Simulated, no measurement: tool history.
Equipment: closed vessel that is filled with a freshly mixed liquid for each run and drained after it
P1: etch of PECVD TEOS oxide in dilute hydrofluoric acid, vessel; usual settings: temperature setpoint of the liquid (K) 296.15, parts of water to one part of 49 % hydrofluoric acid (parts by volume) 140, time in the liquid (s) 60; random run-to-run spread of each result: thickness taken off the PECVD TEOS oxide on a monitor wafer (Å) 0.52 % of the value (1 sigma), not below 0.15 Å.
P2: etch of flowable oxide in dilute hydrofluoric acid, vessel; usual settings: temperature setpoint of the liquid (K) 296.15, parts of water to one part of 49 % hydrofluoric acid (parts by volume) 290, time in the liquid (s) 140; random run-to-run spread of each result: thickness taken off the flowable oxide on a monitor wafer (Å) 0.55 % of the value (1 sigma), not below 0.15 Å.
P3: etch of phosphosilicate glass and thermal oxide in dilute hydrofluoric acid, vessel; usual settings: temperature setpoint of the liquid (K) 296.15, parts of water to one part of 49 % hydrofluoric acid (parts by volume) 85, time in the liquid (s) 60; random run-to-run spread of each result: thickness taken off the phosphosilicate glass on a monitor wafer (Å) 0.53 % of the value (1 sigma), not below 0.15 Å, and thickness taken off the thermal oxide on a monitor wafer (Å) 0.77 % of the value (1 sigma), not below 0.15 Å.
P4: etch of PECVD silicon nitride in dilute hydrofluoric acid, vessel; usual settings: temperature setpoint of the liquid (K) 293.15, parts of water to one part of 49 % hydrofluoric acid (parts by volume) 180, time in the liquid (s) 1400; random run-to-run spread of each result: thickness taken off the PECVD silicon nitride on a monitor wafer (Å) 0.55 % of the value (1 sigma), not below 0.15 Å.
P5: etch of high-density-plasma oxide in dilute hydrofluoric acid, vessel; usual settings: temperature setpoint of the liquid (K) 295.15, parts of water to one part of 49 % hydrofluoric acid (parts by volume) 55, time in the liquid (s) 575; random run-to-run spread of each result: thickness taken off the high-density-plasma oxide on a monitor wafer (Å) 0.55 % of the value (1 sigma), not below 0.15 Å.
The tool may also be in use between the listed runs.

run,hour,process that ran,temperature setpoint of the liquid (K),parts of water to one part of 49 % hydrofluoric acid (parts by volume),time in the liquid (s),hours since the thermometer was replaced,hours since the hydrofluoric acid flow meter was replaced,thickness taken off the PECVD TEOS oxide on a monitor wafer (Å),thickness taken off the high-density-plasma oxide on a monitor wafer (Å),thickness taken off the phosphosilicate glass on a monitor wafer (Å),thickness taken off the thermal oxide on a monitor wafer (Å),thickness taken off the PECVD silicon nitride on a monitor wafer (Å),thickness taken off the flowable oxide on a monitor wafer (Å)
1,8.2,P1,296.15,140,60,603.7,1145.6,60.014,,,,,
2,18.4,P5,295.15,20,575,613.9,1155.8,,1667.4,,,,
3,25.2,P1,296.15,65,60,620.7,1162.6,143.24,,,,,
4,36.5,P1,303.65,140,60,632,1173.9,80.005,,,,,
5,44.6,P3,296.15,85,60,640.1,1182,,,1244,32.803,,
6,54.9,P5,295.15,55,575,650.4,1192.3,,584.46,,,,
7,60.7,P5,295.15,55,945,656.2,1198.1,,960.29,,,,
8,70.4,P1,296.15,140,60,665.9,1207.8,60.916,,,,,
9,79.9,P1,296.15,140,115,675.4,1217.3,116.01,,,,,
10,88.1,P1,296.15,140,60,683.6,1225.5,60.198,,,,,
11,97.8,P1,290.15,140,115,693.3,1235.2,91.737,,,,,
12,105.1,P1,302.65,40,60,700.6,1242.5,310.61,,,,,
13,110.9,P4,301.15,180,1400,706.4,1248.3,,,,,374.75,
14,117.5,P3,296.15,115,60,713,1254.9,,,892.54,23.548,,
15,128.4,P1,296.15,140,60,723.9,1265.8,60.397,,,,,
16,135.2,P2,296.15,290,140,730.7,1272.6,,,,,,91.288
17,147.3,P2,296.15,290,140,742.8,1284.7,,,,,,91.483
18,160.1,P5,301.65,55,575,755.6,1297.5,,751.64,,,,
19,168.6,P1,296.15,140,30,764.1,1306,30.433,,,,,
20,177.6,P4,293.15,295,1400,773.1,1315,,,,,138.86,
21,188.2,P4,293.15,180,2300,783.7,1325.6,,,,,369.26,
22,195.9,P1,290.15,140,105,791.4,1333.3,82.479,,,,,
23,206.6,P3,296.15,85,120,802.1,1344,,,2529.3,67.986,,
# hour 211.5: hydrofluoric acid flow meter replaced
24,218,P1,296.15,140,60,813.5,6.6,59.958,,,,,
25,227.9,P1,296.15,240,60,823.4,16.5,31.55,,,,,
26,238.6,P3,301.65,85,60,834.1,27.2,,,1557.2,42.112,,
27,251,P1,290.65,140,60,846.5,39.6,49.231,,,,,
28,261.8,P4,293.15,180,1400,857.3,50.4,,,,,224.44,
29,274.1,P5,295.15,55,575,869.6,62.7,,586.55,,,,
30,279.9,P1,296.15,140,60,875.4,68.5,60.187,,,,,
31,291.5,P2,296.15,290,240,887,80.1,,,,,,157.35
32,301.8,P2,296.15,450,140,897.3,90.4,,,,,,51.376
33,311.9,P2,300.15,290,140,907.4,100.5,,,,,,105.64
34,320.2,P4,293.15,180,1400,915.7,108.8,,,,,225.52,
35,331.4,P1,296.15,140,60,926.9,120,60.48,,,,,
36,342.3,P1,296.15,140,60,937.8,130.9,62.415,,,,,
37,350.8,P1,296.15,140,60,946.3,139.4,63.393,,,,,
38,358.6,P1,296.15,140,60,954.1,147.2,63.919,,,,,
39,368.4,P1,296.15,140,60,963.9,157,63.778,,,,,
40,375.9,P1,296.15,140,60,971.4,164.5,64.856,,,,,
41,386,P1,296.15,140,60,981.5,174.6,64.17,,,,,
42,395.2,P1,296.15,140,60,990.7,183.8,64.524,,,,,

P1 no longer gives what it gave before; its output has crept away from where it was. The following 2 causes, each at its listed size, fit the log equally well:
A: liquid hotter than its thermometer reads (K) = 1.51
B: hydrofluoric acid flow above the setpoint (%) = 5.14
The process output started creeping at around hour 331.4.

Listed below are the offered check runs, one wafer per run, with question marks in place of results. For which of them would the causes give clearly different outcomes?
check 1,404.4,P3,296.15,85,60,,,,,?,?,,
check 2,404.4,P2,296.15,290,140,,,,,,,,?
check 3,404.4,P4,293.15,180,1400,,,,,,,?,
check 4,404.4,P5,295.15,55,575,,,,?,,,,

What every check run would give for each of its results, assuming each possible cause in turn:
check,result,if A,if B
check 1,thickness taken off the phosphosilicate glass on a monitor wafer (Å),1330.8,1323.8
check 1,thickness taken off the thermal oxide on a monitor wafer (Å),35.656,35.467
check 2,thickness taken off the flowable oxide on a monitor wafer (Å),96.833,97.897
check 3,thickness taken off the PECVD silicon nitride on a monitor wafer (Å),247.62,235.46
check 4,thickness taken off the high-density-plasma oxide on a monitor wafer (Å),618.16,612.62
Per-check spread between the two closest causes, in the result where they differ most: check 1 0.53 %; check 2 1.09 %; check 3 5.04 %; check 4 0.9 %
The other checks would show nearly matching results whichever cause is true, so check 3 is the only one that separates the causes.

Running check 3 produced the following: thickness taken off the PECVD silicon nitride on a monitor wafer (Å) 244.77. Which one of the listed causes fits?

The correct cause is A, namely: liquid hotter than its thermometer reads (K).

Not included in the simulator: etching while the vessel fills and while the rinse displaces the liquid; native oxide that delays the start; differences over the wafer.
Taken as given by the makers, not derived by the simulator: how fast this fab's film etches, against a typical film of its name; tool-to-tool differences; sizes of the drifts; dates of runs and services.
